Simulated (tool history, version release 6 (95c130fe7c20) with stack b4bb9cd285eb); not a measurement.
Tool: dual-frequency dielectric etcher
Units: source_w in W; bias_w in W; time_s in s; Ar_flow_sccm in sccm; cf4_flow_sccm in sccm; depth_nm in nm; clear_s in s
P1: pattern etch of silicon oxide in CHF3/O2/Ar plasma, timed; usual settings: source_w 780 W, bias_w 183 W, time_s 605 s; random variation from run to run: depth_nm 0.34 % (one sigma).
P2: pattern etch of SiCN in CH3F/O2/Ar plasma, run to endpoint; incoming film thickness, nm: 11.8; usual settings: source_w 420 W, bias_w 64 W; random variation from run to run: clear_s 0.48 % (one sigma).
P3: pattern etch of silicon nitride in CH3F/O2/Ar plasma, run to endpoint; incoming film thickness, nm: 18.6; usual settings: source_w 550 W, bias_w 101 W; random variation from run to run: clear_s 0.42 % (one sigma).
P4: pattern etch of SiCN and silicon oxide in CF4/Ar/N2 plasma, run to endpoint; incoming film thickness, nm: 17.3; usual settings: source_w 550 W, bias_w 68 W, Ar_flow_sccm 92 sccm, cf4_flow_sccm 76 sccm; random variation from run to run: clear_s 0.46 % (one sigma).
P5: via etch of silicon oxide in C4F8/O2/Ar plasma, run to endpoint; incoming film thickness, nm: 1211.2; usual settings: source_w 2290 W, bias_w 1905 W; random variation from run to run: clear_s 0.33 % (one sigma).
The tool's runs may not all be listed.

run   hour  process  source_w  bias_w  time_s  Ar_flow_sccm  cf4_flow_sccm  depth_nm  clear_s
  1    5.7       P1       780     183     605                                 1299.4
  2   14.8       P1       780     223   476.5                                 1095.6
  3   25.2       P3       550     101                                                  21.154
  4   30.8       P1       780     183     413                                 887.62
  5   41.7       P1       780     183     605                                 1305.1
  6   47.3       P4       550      68                    92            106             16.003
  7   56.4       P1       780     107     605                                 1098.1
  8   67.5       P1       550     133     605                                 1028.3
  9   78.5       P5      2290    1905                                                  234.87
 10     87       P4       550      68                    92             76             16.911
 11   94.2       P4       550      41                    92             76              19.58
 12   99.7       P1       780     183     605                                 1303.5
 13  109.9       P4       550      68                   127             76             17.795
 14  118.4       P2       420      64                                                  32.386
 15  129.3       P5      3210    1905                                                  205.34
 16  136.9       P1       780     248     605                                 1450.1
 17  143.8       P1       780     119     785                                 1478.5
 18  155.6       P3       550     101                                                  21.221
 19  161.3       P2       580      64                                                  28.501
 20  170.1       P1       780     183   855.5                                 1837.4
 21  175.3       P2       420      43                                                   36.43
 22  185.7       P1       610     183     605                                 1189.7
 23    196       P3       550      65                                                  24.708
     201.5  -- source power generator calibrated
 24    207       P1       780     183     605                                 1304.3
 25  214.2       P1       780     183     605                                 1299.7
 26    223       P4       340      68                    92             76             25.753
 27  231.8       P3       330     101                                                  25.782
 28    238       P5      2290    1353                                                  257.14
 29    248       P1      1100     183     605                                   1488
 30  253.3       P1       780     183     605                                 1308.8
 31  262.4       P1       780     183     605                                 1291.3
 32  270.3       P1       780     183     605                                 1295.3
 33  278.1       P1       780     183     605                                 1289.4
 34  283.8       P1       780     183     605                                 1286.8
 35  292.7       P1       780     183     605                                 1284.8
 36  302.6       P1       780     183     605                                 1288.2
 37  310.7       P1       780     183     605                                 1280.4
 38  317.8       P1       780     183     605                                   1285
     320.2  -- wet clean of the chamber
 39  327.6       P1       780     183     605                                 1281.6
 40  338.1       P1       780     183     605                                 1283.4
 41  345.2       P1       780     183     605                                 1282.3

What P1 gives has crept away from where it was. These 2 causes fit the log equally well, each at the size given:
A: bias power that arrives under what is set, % = 4.99
B: source power that arrives under what is set, % = 4.29
The creep began at about hour 262.4.
Why every other cause is out:
chamber walls in a state that lowers the etch rate, %: serviced at hour 320.2, which brought nothing back

4 check runs are offered, each on 3 wafers whose results are averaged, their results left as question marks. Which one tells the causes apart?
check 1  352.3       P4       550      68                    92             76                  ?
check 2  352.3       P5      2290    1905                                                       ?
check 3  352.3       P2       420      64                                                       ?
check 4  352.3       P3       550     101                                                       ?

What each check would give under each cause:
  check   result    if A    if B
check 1  clear_s  17.122  17.515
check 2  clear_s  238.12  238.92
check 3  clear_s  32.716  32.689
check 4  clear_s  21.746  21.704
How far apart the two closest causes lie, in the result that separates them most: check 1 2.27 %; check 2 0.34 %; check 3 0.08 %; check 4 0.19 %
Only check 1 tells the causes apart: in the others they would give nearly the same result.

Check 1 was then run and gave: clear_s 17.144 s. Which cause is it?

It is A: bias power that arrives under what is set, %.

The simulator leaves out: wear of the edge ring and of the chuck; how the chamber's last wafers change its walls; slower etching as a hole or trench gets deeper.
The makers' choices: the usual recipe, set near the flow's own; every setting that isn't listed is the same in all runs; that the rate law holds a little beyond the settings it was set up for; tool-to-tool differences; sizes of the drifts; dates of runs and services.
